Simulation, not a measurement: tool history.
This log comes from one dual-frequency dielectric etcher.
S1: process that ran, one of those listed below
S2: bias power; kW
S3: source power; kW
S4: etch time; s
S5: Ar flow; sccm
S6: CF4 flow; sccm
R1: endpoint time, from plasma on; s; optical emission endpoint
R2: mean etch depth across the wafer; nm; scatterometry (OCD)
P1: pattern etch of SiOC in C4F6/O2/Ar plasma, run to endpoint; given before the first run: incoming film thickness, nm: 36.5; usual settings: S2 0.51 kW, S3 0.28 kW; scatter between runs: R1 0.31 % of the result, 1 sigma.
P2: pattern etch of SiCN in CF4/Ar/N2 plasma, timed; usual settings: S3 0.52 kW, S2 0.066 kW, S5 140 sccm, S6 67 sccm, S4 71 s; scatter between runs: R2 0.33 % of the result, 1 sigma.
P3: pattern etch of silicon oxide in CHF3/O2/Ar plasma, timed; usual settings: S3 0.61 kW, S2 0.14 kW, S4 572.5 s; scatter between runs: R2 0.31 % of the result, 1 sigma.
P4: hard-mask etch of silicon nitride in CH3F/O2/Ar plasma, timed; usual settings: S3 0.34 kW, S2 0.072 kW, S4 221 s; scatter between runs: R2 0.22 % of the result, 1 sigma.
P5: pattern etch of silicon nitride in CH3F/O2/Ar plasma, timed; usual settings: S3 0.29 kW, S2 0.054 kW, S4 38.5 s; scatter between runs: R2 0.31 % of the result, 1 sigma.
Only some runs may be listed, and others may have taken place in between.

run   hour  S1     S2    S3     S4   S5  S6      R1      R2
  1    7.1  P1   0.51  0.28                  13.954
  2   13.1  P5  0.054  0.29   38.5                   22.388
  3   21.7  P3   0.14  0.61    787                   1446.3
  4   28.5  P5  0.054  0.29   28.5                   16.651
  5   36.8  P2  0.066  0.36     71  140  67          46.215
  6   43.9  P3  0.115  0.61  572.5                   991.86
  7   50.9  P1   0.68  0.38                  11.214
  8   54.9  P5  0.034  0.29   38.5                   19.396
  9   60.2  P2   0.05  0.52     71  140  67          57.216
 10   66.3  P4  0.072  0.25    221                   128.71
      68.1  -- wet clean of the chamber
 11   72.2  P3   0.14  0.61  572.5                   1056.6
 12   76.3  P1   0.51  0.21                  15.586
 13   81.4  P1   0.51  0.28                  14.044
 14   88.2  P1   0.51  0.28                  14.004
 15   94.8  P1  0.395  0.38                  13.793
 16  101.3  P1   0.51  0.35                  12.911
 17  105.5  P4  0.072  0.34    142                   92.634
 18  111.5  P1   0.51  0.28                  14.012
 19  120.3  P2  0.066  0.52     71  140  53          60.882
 20  125.6  P5  0.054  0.23   38.5                   20.516
 21  133.2  P1  0.631  0.28                  12.863
 22  139.1  P3   0.14  0.36  572.5                   862.68
 23  146.4  P3   0.14  0.61  572.5                   1054.4
 24  154.1  P4  0.087  0.34    221                    154.7
 25  161.7  P1   0.41  0.28                  15.255
 26  170.1  P4  0.072  0.34    221                   144.51
 27  175.5  P2  0.066  0.52     71  140  67          63.182
 28  182.9  P2  0.066  0.52     71  188  67          60.152
 29  189.6  P1   0.51  0.28                  14.103
 30  194.1  P2  0.066  0.52     39  140  67          34.822
 31  202.2  P1   0.51  0.28                  13.903
 32  209.2  P1   0.51  0.28                  13.884
 33  216.1  P1   0.51  0.28                  13.954
 34  222.9  P1   0.51  0.28                  13.878
 35  227.5  P1   0.51  0.28                  13.863
 36    234  P1   0.51  0.28                  13.824
 37  240.3  P1   0.51  0.28                  13.853
 38  246.5  P1   0.51  0.28                   13.82
     252.2  -- wet clean of the chamber
 39  254.5  P1   0.51  0.28                  13.784
 40  261.9  P1   0.51  0.28                  13.886
 41  265.8  P1   0.51  0.28                  13.814
 42  270.1  P1   0.51  0.28                  13.715

The output of P1 has drifted from where it used to be. Each of the 2 causes below, taken at the size shown beside it, accounts for the log equally well:
A: source power that arrives over what is set, % = 4.26
B: bias power that arrives over what is set, % = 4.09
Onset of the creep was near hour 202.2.
Other possible causes, and why each is ruled out:
chamber walls in a state that raises the etch rate, %: maintenance at hour 252.2, after the shift began, did not return the process to its former output

You are offered 4 check runs, listed below with question marks in place of their results; each one averages 2 wafers. Which run separates the listed causes by giving clearly different results for each?
check 1  274.4  P4  0.072  0.34    221                ?
check 2  274.4  P5  0.054  0.29   38.5                ?
check 3  274.4  P2  0.066  0.52     71  140  67       ?
check 4  274.4  P3   0.14  0.61  572.5                ?

How each check would come out, cause by cause:
  check  result    if A    if B
check 1      R2  146.66   146.4
check 2      R2  22.837  22.773
check 3      R2  65.668  64.236
check 4      R2  1072.5  1068.8
Minimum pairwise separation of causes per check, each pair taken at its best-separating result: check 1 0.18 %; check 2 0.28 %; check 3 2.2 %; check 4 0.34 %
Check 3 tells the causes apart: in the others they would give nearly the same result.

Running check 3 produced the following: R2 65.612 nm. Which one of the listed causes fits?

Of the candidate causes, it is A: source power that arrives over what is set, %.
